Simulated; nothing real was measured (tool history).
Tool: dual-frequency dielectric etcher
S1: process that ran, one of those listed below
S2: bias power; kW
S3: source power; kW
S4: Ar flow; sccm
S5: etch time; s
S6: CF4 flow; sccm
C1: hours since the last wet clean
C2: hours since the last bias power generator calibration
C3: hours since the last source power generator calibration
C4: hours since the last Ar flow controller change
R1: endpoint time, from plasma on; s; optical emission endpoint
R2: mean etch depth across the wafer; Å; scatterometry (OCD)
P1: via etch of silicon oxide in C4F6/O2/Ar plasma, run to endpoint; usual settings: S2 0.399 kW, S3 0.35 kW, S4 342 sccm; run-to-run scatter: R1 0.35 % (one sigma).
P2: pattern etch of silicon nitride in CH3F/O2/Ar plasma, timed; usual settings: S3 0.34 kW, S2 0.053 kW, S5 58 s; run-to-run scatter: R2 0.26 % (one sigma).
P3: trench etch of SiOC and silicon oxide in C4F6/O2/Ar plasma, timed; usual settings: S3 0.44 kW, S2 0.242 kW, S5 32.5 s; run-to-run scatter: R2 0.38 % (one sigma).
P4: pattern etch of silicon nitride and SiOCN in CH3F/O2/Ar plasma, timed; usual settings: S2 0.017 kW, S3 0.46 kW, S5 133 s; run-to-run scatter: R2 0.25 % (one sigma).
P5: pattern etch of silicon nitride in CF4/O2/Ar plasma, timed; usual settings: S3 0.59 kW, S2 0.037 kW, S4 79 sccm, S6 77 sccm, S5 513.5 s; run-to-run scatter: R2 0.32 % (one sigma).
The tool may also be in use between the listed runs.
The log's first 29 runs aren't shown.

run   hour  S1     S2    S3   S4   S5  S6     C1      C2      C3     C4      R1      R2
 30  152.6  P2  0.053  0.28        58      472.7  1599.6  2217.9   53.1          321.58
 31  157.4  P1  0.399  0.35  229           477.5  1604.4  2222.7   57.9   29.62
 32  162.4  P1  0.399  0.35  342           482.5  1609.4  2227.7   62.9  31.033
 33  169.6  P2  0.053  0.34        58      489.7  1616.6  2234.9   70.1          347.15
 34  174.8  P4  0.017  0.59       133      494.9  1621.8  2240.1   75.3          181.66
 35  178.6  P1  0.399  0.35  478           498.7  1625.6  2243.9   79.1  32.497
 36  184.5  P1  0.399  0.35  342           504.6  1631.5  2249.8     85  31.185
 37  191.3  P1  0.399  0.35  342           511.4  1638.3  2256.6   91.8  30.787
 38  197.9  P1  0.399  0.35  342             518  1644.9  2263.2   98.4  30.869
 39  202.3  P1  0.399  0.35  342           522.4  1649.3  2267.6  102.8  30.627
     205.1  -- wet clean of the chamber
 40  206.8  P1  0.399  0.35  342             1.8  1653.8  2272.1  107.3  30.444
 41  212.9  P1  0.399  0.35  342             7.9  1659.9  2278.2  113.4  30.669
 42  218.1  P1  0.399  0.35  342            13.1  1665.1  2283.4  118.6  30.732
 43  222.3  P1  0.399  0.35  342            17.3  1669.3  2287.6  122.8  30.477
     225.4  -- Ar flow controller replaced
 44  226.5  P1  0.399  0.35  342            21.5  1673.5  2291.8    1.1  30.696
 45    232  P1  0.399  0.35  342              27    1679  2297.3    6.6  30.561

Forecast run 46:
 46  235.4  P1  0.399  0.35  342          30.4  1682.4  2300.7  10   ?

{"run 46": {"R1": 30.651}}
